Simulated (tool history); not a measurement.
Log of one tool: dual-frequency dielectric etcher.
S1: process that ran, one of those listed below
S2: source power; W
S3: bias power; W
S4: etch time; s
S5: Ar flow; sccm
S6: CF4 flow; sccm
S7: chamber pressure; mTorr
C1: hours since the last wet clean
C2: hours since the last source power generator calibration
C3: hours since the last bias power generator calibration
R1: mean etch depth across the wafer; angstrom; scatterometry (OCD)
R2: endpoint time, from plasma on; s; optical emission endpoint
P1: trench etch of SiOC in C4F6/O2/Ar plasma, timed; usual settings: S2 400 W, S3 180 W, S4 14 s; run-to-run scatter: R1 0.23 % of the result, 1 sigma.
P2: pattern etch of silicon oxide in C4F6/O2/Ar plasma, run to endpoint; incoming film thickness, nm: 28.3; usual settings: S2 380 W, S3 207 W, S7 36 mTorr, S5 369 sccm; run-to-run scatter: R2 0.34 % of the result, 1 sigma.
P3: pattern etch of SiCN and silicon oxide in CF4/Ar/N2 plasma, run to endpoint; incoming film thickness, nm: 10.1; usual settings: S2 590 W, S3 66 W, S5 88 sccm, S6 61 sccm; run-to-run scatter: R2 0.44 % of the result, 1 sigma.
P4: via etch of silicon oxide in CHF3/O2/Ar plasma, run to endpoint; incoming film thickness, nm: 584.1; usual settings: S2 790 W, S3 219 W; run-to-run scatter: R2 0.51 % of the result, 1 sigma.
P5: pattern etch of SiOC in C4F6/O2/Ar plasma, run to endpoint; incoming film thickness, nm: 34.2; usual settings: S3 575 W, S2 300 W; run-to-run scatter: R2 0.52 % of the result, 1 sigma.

| run | hour | S1 | S2 | S3 | S4 | S5 | S6 | S7 | C1 | C2 | C3 | R1 | R2 |
|---|---|---|---|---|---|---|---|---|---|---|---|---|---|
| 1 | 3.3 | P1 | 400 | 180 | 14 |  |  |  | 266.7 | 3912.4 | 1065.6 | 292.48 |  |
| 2 | 7.5 | P3 | 400 | 66 |  | 88 | 61 |  | 270.9 | 3916.6 | 1069.8 |  | 13.434 |
| 3 | 11.5 | P1 | 400 | 180 | 14 |  |  |  | 274.9 | 3920.6 | 1073.8 | 290.62 |  |
| 4 | 14 | P1 | 400 | 180 | 20.5 |  |  |  | 277.4 | 3923.1 | 1076.3 | 426.44 |  |
| 5 | 18.4 | P5 | 300 | 575 |  |  |  |  | 281.8 | 3927.5 | 1080.7 |  | 12.167 |
| 6 | 23.1 | P1 | 400 | 180 | 9.5 |  |  |  | 286.5 | 3932.2 | 1085.4 | 196.4 |  |
| 7 | 27.7 | P5 | 200 | 575 |  |  |  |  | 291.1 | 3936.8 | 1090 |  | 13.915 |
| 8 | 33 | P2 | 510 | 207 |  | 369 |  | 36 | 296.4 | 3942.1 | 1095.3 |  | 8.1878 |
| 9 | 37.9 | P4 | 1110 | 219 |  |  |  |  | 301.3 | 3947 | 1100.2 |  | 213.86 |
| 10 | 41.5 | P3 | 590 | 41 |  | 88 | 61 |  | 304.9 | 3950.6 | 1103.8 |  | 11.019 |
| 11 | 45.7 | P2 | 380 | 207 |  | 369 |  | 36 | 309.1 | 3954.8 | 1108 |  | 9.1305 |
| 12 | 51 | P3 | 590 | 66 |  | 123 | 61 |  | 314.4 | 3960.1 | 1113.3 |  | 10.041 |
| 13 | 55 | P4 | 790 | 219 |  |  |  |  | 318.4 | 3964.1 | 1117.3 |  | 244.98 |
| 14 | 60.3 | P3 | 590 | 66 |  | 88 | 76 |  | 323.7 | 3969.4 | 1122.6 |  | 9.2664 |
| 15 | 62.7 | P1 | 300 | 225 | 14 |  |  |  | 326.1 | 3971.8 | 1125 | 279.88 |  |
| 16 | 65.2 | P1 | 400 | 180 | 14 |  |  |  | 328.6 | 3974.3 | 1127.5 | 291.04 |  |
| 17 | 70.3 | P1 | 400 | 180 | 14 |  |  |  | 333.7 | 3979.4 | 1132.6 | 290.9 |  |
| 18 | 73.6 | P2 | 380 | 136 |  | 369 |  | 36 | 337 | 3982.7 | 1135.9 |  | 10.408 |
| 19 | 78.8 | P1 | 260 | 180 | 14 |  |  |  | 342.2 | 3987.9 | 1141.1 | 247.19 |  |
| 20 | 82.3 | P1 | 400 | 180 | 14 |  |  |  | 345.7 | 3991.4 | 1144.6 | 290.85 |  |
| 21 | 87 | P3 | 590 | 66 |  | 88 | 61 |  | 350.4 | 3996.1 | 1149.3 |  | 9.5561 |
| 22 | 92.2 | P2 | 380 | 207 |  | 299 |  | 36 | 355.6 | 4001.3 | 1154.5 |  | 8.9034 |
|  | 97.3 | wet clean of the chamber |
| 23 | 97.5 | P1 | 400 | 180 | 14 |  |  |  | 0.2 | 4006.6 | 1159.8 | 292.24 |  |
| 24 | 103 | P4 | 790 | 219 |  |  |  |  | 5.7 | 4012.1 | 1165.3 |  | 242.1 |
| 25 | 108 | P5 | 300 | 438 |  |  |  |  | 10.7 | 4017.1 | 1170.3 |  | 13.531 |
| 26 | 112.4 | P3 | 590 | 66 |  | 88 | 61 |  | 15.1 | 4021.5 | 1174.7 |  | 9.6059 |
| 27 | 117.3 | P2 | 380 | 207 |  | 369 |  | 46 | 20 | 4026.4 | 1179.6 |  | 9.363 |
| 28 | 120 | P1 | 560 | 180 | 14 |  |  |  | 22.7 | 4029.1 | 1182.3 | 330.46 |  |
| 29 | 122.8 | P1 | 400 | 134 | 14 |  |  |  | 25.5 | 4031.9 | 1185.1 | 266.27 |  |
| 30 | 125.6 | P1 | 400 | 248 | 14 |  |  |  | 28.3 | 4034.7 | 1187.9 | 323.11 |  |
| 31 | 128.3 | P4 | 790 | 157 |  |  |  |  | 31 | 4037.4 | 1190.6 |  | 273.73 |
| 32 | 133.8 | P1 | 400 | 180 | 14 |  |  |  | 36.5 | 4042.9 | 1196.1 | 291.08 |  |
| 33 | 137 | P1 | 400 | 180 | 14 |  |  |  | 39.7 | 4046.1 | 1199.3 | 289.27 |  |
| 34 | 141 | P1 | 400 | 180 | 14 |  |  |  | 43.7 | 4050.1 | 1203.3 | 288.55 |  |
| 35 | 145 | P1 | 400 | 180 | 14 |  |  |  | 47.7 | 4054.1 | 1207.3 | 288.11 |  |
|  | 148 | wet clean of the chamber |
| 36 | 149.5 | P1 | 400 | 180 | 14 |  |  |  | 1.6 | 4058.6 | 1211.8 | 286.84 |  |
| 37 | 153.2 | P1 | 400 | 180 | 14 |  |  |  | 5.3 | 4062.3 | 1215.5 | 286.05 |  |
| 38 | 156.7 | P1 | 400 | 180 | 14 |  |  |  | 8.8 | 4065.8 | 1219 | 287.9 |  |

Run 39 comes next. What will it give?
| 39 | 161 | P1 | 400 | 180 | 14 |  |  |  | 13.1 | 4070.1 | 1223.3 | ? |  |

Run 39 gave R1 286.71 angstrom.
